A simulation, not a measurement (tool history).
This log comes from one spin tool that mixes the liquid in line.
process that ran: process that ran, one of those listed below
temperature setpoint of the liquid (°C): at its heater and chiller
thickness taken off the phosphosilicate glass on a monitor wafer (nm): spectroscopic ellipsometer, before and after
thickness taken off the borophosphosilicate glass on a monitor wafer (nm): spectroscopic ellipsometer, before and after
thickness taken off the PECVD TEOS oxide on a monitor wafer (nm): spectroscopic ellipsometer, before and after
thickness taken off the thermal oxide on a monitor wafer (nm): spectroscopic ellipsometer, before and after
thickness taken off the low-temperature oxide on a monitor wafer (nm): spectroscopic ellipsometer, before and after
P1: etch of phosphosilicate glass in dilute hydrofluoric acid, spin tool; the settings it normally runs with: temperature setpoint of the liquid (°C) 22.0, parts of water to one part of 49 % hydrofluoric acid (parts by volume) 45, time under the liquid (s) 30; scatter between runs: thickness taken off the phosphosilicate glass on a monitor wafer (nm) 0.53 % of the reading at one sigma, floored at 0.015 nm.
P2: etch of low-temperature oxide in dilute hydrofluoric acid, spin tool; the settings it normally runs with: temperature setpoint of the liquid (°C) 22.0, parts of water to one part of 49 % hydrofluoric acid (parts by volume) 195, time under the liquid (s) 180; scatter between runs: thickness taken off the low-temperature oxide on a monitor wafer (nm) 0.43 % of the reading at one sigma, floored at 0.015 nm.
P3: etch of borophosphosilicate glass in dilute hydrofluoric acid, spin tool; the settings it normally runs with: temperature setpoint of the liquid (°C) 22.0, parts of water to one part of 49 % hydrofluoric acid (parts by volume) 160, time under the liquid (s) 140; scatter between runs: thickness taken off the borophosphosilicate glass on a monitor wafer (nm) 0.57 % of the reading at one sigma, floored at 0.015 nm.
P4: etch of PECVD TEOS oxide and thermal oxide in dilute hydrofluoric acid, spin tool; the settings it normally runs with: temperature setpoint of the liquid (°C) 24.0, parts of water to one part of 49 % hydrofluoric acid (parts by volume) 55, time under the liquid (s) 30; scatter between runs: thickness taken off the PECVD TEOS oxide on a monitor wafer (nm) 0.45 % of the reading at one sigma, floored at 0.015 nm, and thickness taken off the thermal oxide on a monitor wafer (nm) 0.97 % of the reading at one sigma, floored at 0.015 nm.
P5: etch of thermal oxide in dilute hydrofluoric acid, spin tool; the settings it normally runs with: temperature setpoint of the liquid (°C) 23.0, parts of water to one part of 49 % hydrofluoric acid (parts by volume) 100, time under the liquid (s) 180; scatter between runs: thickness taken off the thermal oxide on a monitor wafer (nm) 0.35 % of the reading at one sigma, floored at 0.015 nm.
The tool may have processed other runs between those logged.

run,hour,process that ran,temperature setpoint of the liquid (°C),parts of water to one part of 49 % hydrofluoric acid (parts by volume),time under the liquid (s),thickness taken off the phosphosilicate glass on a monitor wafer (nm),thickness taken off the borophosphosilicate glass on a monitor wafer (nm),thickness taken off the PECVD TEOS oxide on a monitor wafer (nm),thickness taken off the thermal oxide on a monitor wafer (nm),thickness taken off the low-temperature oxide on a monitor wafer (nm)
1,10.1,P1,22.0,45,30,131.200,,,,
2,23.1,P1,22.0,45,60,261.940,,,,
3,30.8,P3,22.0,290,140,,9.853,,,
4,38.7,P4,24.0,55,30,,,6.5383,2.6850,
5,46.4,P1,22.0,45,30,131.240,,,,
6,55.3,P2,22.0,195,265,,,,,36.004
7,65.6,P3,22.0,160,205,,29.518,,,
8,73.0,P5,23.0,100,310,,,,14.6630,
9,81.8,P2,22.0,195,180,,,,,24.216
10,92.7,P4,24.0,55,30,,,6.5391,2.7008,
11,101.1,P2,22.0,50,180,,,,,111.730
12,111.5,P1,17.0,45,30,105.840,,,,
13,119.5,P1,22.0,75,30,75.584,,,,
14,133.4,P4,28.5,55,30,,,7.7464,3.2197,
15,145.8,P1,22.0,45,30,131.230,,,,
16,153.4,P5,23.0,140,180,,,,5.7796,
17,164.0,P1,22.0,45,30,130.840,,,,
18,170.2,P2,28.5,195,180,,,,,31.048
19,183.2,P5,17.0,100,180,,,,6.6531,
20,194.8,P1,22.0,45,30,131.770,,,,
21,202.9,P1,22.0,45,30,130.940,,,,
22,209.3,P1,22.0,45,15,65.494,,,,
23,221.4,P3,28.5,160,140,,25.873,,,
24,227.7,P1,17.0,45,15,52.511,,,,
25,236.8,P1,28.5,70,30,106.470,,,,
26,246.2,P3,22.0,160,140,,20.295,,,
# hour 250.5: thermometer replaced
27,259.7,P3,22.0,160,140,,20.034,,,
28,273.4,P1,22.0,45,30,130.150,,,,
29,283.4,P4,24.0,55,15,,,3.2320,1.3462,

For run 30, what comes out?
30,295.5,P1,30.0,45,30,?,,,,

thickness taken off the phosphosilicate glass on a monitor wafer (nm): 182.240
